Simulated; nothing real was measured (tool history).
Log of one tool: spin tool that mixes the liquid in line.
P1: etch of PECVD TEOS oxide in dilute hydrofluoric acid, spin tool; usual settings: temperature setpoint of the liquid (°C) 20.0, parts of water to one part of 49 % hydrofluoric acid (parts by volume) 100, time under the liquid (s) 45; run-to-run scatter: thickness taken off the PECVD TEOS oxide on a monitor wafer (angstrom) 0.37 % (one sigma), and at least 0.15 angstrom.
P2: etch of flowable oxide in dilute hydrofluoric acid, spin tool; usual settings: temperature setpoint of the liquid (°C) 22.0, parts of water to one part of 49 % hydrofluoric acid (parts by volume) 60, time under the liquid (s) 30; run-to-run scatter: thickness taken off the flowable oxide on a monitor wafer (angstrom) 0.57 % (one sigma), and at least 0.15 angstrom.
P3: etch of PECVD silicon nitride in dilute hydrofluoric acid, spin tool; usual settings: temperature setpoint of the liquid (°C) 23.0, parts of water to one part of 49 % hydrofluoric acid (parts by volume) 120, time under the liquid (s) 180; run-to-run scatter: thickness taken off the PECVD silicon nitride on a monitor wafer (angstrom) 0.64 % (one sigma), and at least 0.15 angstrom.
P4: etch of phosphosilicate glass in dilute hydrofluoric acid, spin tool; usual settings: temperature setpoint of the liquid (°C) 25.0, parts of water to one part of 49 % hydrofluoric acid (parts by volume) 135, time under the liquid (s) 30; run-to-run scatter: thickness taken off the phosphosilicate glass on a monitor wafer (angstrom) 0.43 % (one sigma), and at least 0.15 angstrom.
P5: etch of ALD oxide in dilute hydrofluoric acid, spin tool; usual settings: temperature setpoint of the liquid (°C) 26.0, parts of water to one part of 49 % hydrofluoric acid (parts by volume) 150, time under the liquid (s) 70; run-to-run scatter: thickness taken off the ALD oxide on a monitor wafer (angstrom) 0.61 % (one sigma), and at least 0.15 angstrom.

run,hour,process that ran,temperature setpoint of the liquid (°C),parts of water to one part of 49 % hydrofluoric acid (parts by volume),time under the liquid (s),hours since the thermometer was replaced,hours since the hydrofluoric acid flow meter was replaced,thickness taken off the PECVD TEOS oxide on a monitor wafer (angstrom),thickness taken off the phosphosilicate glass on a monitor wafer (angstrom),thickness taken off the flowable oxide on a monitor wafer (angstrom),thickness taken off the PECVD silicon nitride on a monitor wafer (angstrom),thickness taken off the ALD oxide on a monitor wafer (angstrom)
1,9.2,P1,20.0,100,45,377.3,233.4,73.295,,,,
2,19.1,P4,31.5,135,30,387.2,243.3,,405.78,,,
3,25.8,P1,20.0,100,20,393.9,250.0,32.981,,,,
4,37.1,P1,17.0,100,45,405.2,261.3,65.464,,,,
5,44.2,P1,20.0,140,45,412.3,268.4,50.481,,,,
6,53.7,P2,22.0,100,30,421.8,277.9,,,84.988,,
7,67.7,P2,22.0,60,30,435.8,291.9,,,147.340,,
8,75.3,P4,25.0,135,50,443.4,299.5,,533.04,,,
9,83.3,P2,22.0,60,15,451.4,307.5,,,73.489,,
10,97.1,P3,23.0,120,180,465.2,321.3,,,,40.917,
# hour 98.2: thermometer replaced
11,105.6,P1,20.0,100,45,7.4,329.8,74.134,,,,
12,118.9,P1,20.0,100,45,20.7,343.1,73.580,,,,
13,126.7,P5,26.0,150,70,28.5,350.9,,,,,47.379
14,141.9,P1,20.0,50,45,43.7,366.1,155.790,,,,
15,149.8,P5,26.0,205,70,51.6,374.0,,,,,32.753
16,160.0,P2,27.5,60,30,61.8,384.2,,,184.510,,
17,168.1,P4,25.0,135,30,69.9,392.3,,320.98,,,
18,177.1,P5,21.0,150,70,78.9,401.3,,,,,39.337
19,187.5,P1,20.0,100,85,89.3,411.7,139.270,,,,
20,197.1,P1,20.0,100,45,98.9,421.3,74.193,,,,
21,208.6,P3,19.0,120,180,110.4,432.8,,,,31.186,
22,219.8,P1,26.5,100,45,121.6,444.0,96.049,,,,
23,227.6,P1,20.0,155,20,129.4,451.8,19.765,,,,
24,240.8,P4,25.0,75,30,142.6,465.0,,619.15,,,
25,255.8,P1,20.0,100,45,157.6,480.0,73.765,,,,
26,268.7,P3,23.0,40,180,170.5,492.9,,,,118.790,
27,277.9,P5,26.0,150,35,179.7,502.1,,,,,23.795
28,292.1,P1,20.0,100,45,193.9,516.3,73.993,,,,
29,306.0,P3,23.0,120,305,207.8,530.2,,,,68.033,
30,320.6,P5,26.0,150,70,222.4,544.8,,,,,47.135
31,328.5,P1,20.0,100,45,230.3,552.7,73.720,,,,
32,340.0,P1,20.0,100,45,241.8,564.2,71.796,,,,
33,353.1,P1,20.0,100,45,254.9,577.3,70.561,,,,
34,362.2,P1,20.0,100,45,264.0,586.4,69.877,,,,
35,372.1,P1,20.0,100,45,273.9,596.3,69.686,,,,
36,383.4,P1,20.0,100,45,285.2,607.6,69.354,,,,
37,396.9,P1,20.0,100,45,298.7,621.1,69.623,,,,
38,406.3,P1,20.0,100,45,308.1,630.5,69.721,,,,
39,418.5,P1,20.0,100,45,320.3,642.7,68.425,,,,

What P1 gives has crept away from where it was. These 2 causes fit the log equally well, each at the size given:
A: liquid colder than its thermometer reads (K) = 1.62
B: hydrofluoric acid flow below the setpoint (%) = 5.83
The creep began at about hour 328.5.

4 check runs are offered, each on 2 wafers whose results are averaged, their results left as question marks. Which one tells the causes apart?
check 1,430.7,P4,25.0,135,30,,,,?,,,
check 2,430.7,P3,23.0,120,180,,,,,,?,
check 3,430.7,P2,22.0,60,30,,,,,?,,
check 4,430.7,P5,26.0,150,70,,,,,,,?

What each check would give under each cause:
check,result,if A,if B
check 1,thickness taken off the phosphosilicate glass on a monitor wafer (angstrom),300.88,298.62
check 2,thickness taken off the PECVD silicon nitride on a monitor wafer (angstrom),36.628,38.440
check 3,thickness taken off the flowable oxide on a monitor wafer (angstrom),138.100,138.520
check 4,thickness taken off the ALD oxide on a monitor wafer (angstrom),44.724,44.281
How far apart the two closest causes lie, in the result that separates them most: check 1 0.75 %; check 2 4.83 %; check 3 0.31 %; check 4 1 %
Check 2 tells the causes apart: in the others they would give nearly the same result.

Then check 2 was run and gave: thickness taken off the PECVD silicon nitride on a monitor wafer (angstrom) 38.221. Which cause is it?

It is B: hydrofluoric acid flow below the setpoint (%).

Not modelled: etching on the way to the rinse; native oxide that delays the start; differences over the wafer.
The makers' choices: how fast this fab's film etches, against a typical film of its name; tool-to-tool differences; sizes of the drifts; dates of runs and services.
